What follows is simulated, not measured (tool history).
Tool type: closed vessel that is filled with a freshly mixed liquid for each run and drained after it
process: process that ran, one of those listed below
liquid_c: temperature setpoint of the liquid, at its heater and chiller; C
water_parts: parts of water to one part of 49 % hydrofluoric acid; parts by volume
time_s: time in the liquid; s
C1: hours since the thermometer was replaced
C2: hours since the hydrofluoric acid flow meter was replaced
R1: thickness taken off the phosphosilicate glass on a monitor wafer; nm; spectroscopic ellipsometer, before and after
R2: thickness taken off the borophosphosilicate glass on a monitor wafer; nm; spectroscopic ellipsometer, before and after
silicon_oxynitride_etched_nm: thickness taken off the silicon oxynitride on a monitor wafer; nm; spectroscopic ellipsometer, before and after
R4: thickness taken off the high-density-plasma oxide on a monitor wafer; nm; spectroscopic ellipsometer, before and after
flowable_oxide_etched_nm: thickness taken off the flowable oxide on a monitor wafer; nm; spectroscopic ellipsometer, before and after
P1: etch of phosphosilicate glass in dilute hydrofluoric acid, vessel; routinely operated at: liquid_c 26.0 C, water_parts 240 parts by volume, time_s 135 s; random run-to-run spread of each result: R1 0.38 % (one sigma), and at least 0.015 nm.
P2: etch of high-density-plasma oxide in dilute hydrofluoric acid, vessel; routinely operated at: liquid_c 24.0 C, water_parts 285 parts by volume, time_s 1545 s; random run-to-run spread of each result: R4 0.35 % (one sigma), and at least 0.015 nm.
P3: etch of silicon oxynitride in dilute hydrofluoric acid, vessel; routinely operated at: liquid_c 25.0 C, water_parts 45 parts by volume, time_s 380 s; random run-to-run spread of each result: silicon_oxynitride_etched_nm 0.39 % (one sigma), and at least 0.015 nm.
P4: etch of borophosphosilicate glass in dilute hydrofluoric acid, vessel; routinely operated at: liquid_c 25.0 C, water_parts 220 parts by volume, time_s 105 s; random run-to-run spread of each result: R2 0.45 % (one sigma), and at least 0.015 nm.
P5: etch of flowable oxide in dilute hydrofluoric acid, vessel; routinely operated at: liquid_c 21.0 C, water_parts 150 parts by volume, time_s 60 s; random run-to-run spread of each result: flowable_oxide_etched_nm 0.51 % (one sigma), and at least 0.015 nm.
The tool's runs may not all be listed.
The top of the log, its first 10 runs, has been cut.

{"run": 11, "hour": 102.7, "process": "P1", "liquid_c": 20.5, "water_parts": 240, "time_s": 30, "C1": 794.5, "C2": 296.6, "R1": 8.9459}
{"run": 12, "hour": 110.8, "process": "P1", "liquid_c": 26.0, "water_parts": 240, "time_s": 55, "C1": 802.6, "C2": 304.7, "R1": 20.105}
{"run": 13, "hour": 124.2, "process": "P4", "liquid_c": 25.0, "water_parts": 380, "time_s": 105, "C1": 816.0, "C2": 318.1, "R2": 15.978}
{"run": 14, "hour": 132.7, "process": "P1", "liquid_c": 26.0, "water_parts": 240, "time_s": 135, "C1": 824.5, "C2": 326.6, "R1": 49.335}
{"run": 15, "hour": 145.7, "process": "P3", "liquid_c": 25.0, "water_parts": 75, "time_s": 380, "C1": 837.5, "C2": 339.6, "silicon_oxynitride_etched_nm": 13.647}
{"run": 16, "hour": 156.8, "process": "P1", "liquid_c": 26.0, "water_parts": 240, "time_s": 215, "C1": 848.6, "C2": 350.7, "R1": 78.614}
{"run": 17, "hour": 170.3, "process": "P1", "liquid_c": 21.0, "water_parts": 240, "time_s": 135, "C1": 862.1, "C2": 364.2, "R1": 40.911}
{"run": 18, "hour": 180.3, "process": "P4", "liquid_c": 18.0, "water_parts": 220, "time_s": 105, "C1": 872.1, "C2": 374.2, "R2": 24.918}
{"run": 19, "hour": 192.1, "process": "P3", "liquid_c": 20.5, "water_parts": 45, "time_s": 380, "C1": 883.9, "C2": 386.0, "silicon_oxynitride_etched_nm": 18.694}
{"run": 20, "hour": 200.1, "process": "P4", "liquid_c": 25.0, "water_parts": 220, "time_s": 105, "C1": 891.9, "C2": 394.0, "R2": 32.695}
{"run": 21, "hour": 214.0, "process": "P1", "liquid_c": 30.5, "water_parts": 240, "time_s": 135, "C1": 905.8, "C2": 407.9, "R1": 57.213}
{"run": 22, "hour": 221.8, "process": "P5", "liquid_c": 21.0, "water_parts": 25, "time_s": 60, "C1": 913.6, "C2": 415.7, "flowable_oxide_etched_nm": 101.27}
{"run": 23, "hour": 228.9, "process": "P1", "liquid_c": 26.0, "water_parts": 240, "time_s": 135, "C1": 920.7, "C2": 422.8, "R1": 49.088}
{"run": 24, "hour": 238.9, "process": "P1", "liquid_c": 32.5, "water_parts": 115, "time_s": 135, "C1": 930.7, "C2": 432.8, "R1": 151.0}
{"run": 25, "hour": 245.8, "process": "P1", "liquid_c": 26.0, "water_parts": 240, "time_s": 135, "C1": 937.6, "C2": 439.7, "R1": 49.049}
{"run": 26, "hour": 252.7, "process": "P1", "liquid_c": 22.0, "water_parts": 115, "time_s": 135, "C1": 944.5, "C2": 446.6, "R1": 101.0}
{"run": 27, "hour": 261.6, "process": "P5", "liquid_c": 21.0, "water_parts": 150, "time_s": 105, "C1": 953.4, "C2": 455.5, "flowable_oxide_etched_nm": 25.585}
{"run": 28, "hour": 275.9, "process": "P1", "liquid_c": 26.0, "water_parts": 350, "time_s": 135, "C1": 967.7, "C2": 469.8, "R1": 30.107}
{"run": 29, "hour": 289.1, "process": "P4", "liquid_c": 25.0, "water_parts": 220, "time_s": 105, "C1": 980.9, "C2": 483.0, "R2": 32.672}
{"run": 30, "hour": 297.4, "process": "P2", "liquid_c": 24.0, "water_parts": 285, "time_s": 635, "C1": 989.2, "C2": 491.3, "R4": 9.4145}
{"run": 31, "hour": 305.5, "process": "P3", "liquid_c": 25.0, "water_parts": 45, "time_s": 380, "C1": 997.3, "C2": 499.4, "silicon_oxynitride_etched_nm": 23.311}
{"run": 32, "hour": 319.1, "process": "P5", "liquid_c": 21.0, "water_parts": 150, "time_s": 60, "C1": 1010.9, "C2": 513.0, "flowable_oxide_etched_nm": 14.545}
{"run": 33, "hour": 326.6, "process": "P1", "liquid_c": 26.0, "water_parts": 240, "time_s": 135, "C1": 1018.4, "C2": 520.5, "R1": 49.054}
{"run": 34, "hour": 335.8, "process": "P1", "liquid_c": 26.0, "water_parts": 240, "time_s": 135, "C1": 1027.6, "C2": 529.7, "R1": 47.702}
{"run": 35, "hour": 349.8, "process": "P1", "liquid_c": 26.0, "water_parts": 240, "time_s": 135, "C1": 1041.6, "C2": 543.7, "R1": 46.439}

Run 36, settings as shown, results not yet in. Your forecast:
{"run": 36, "hour": 356.3, "process": "P1", "liquid_c": 26.0, "water_parts": 240, "time_s": 135, "C1": 1048.1, "C2": 550.2, "R1": "?"}

Run 36 gave R1 45.8790 nm.
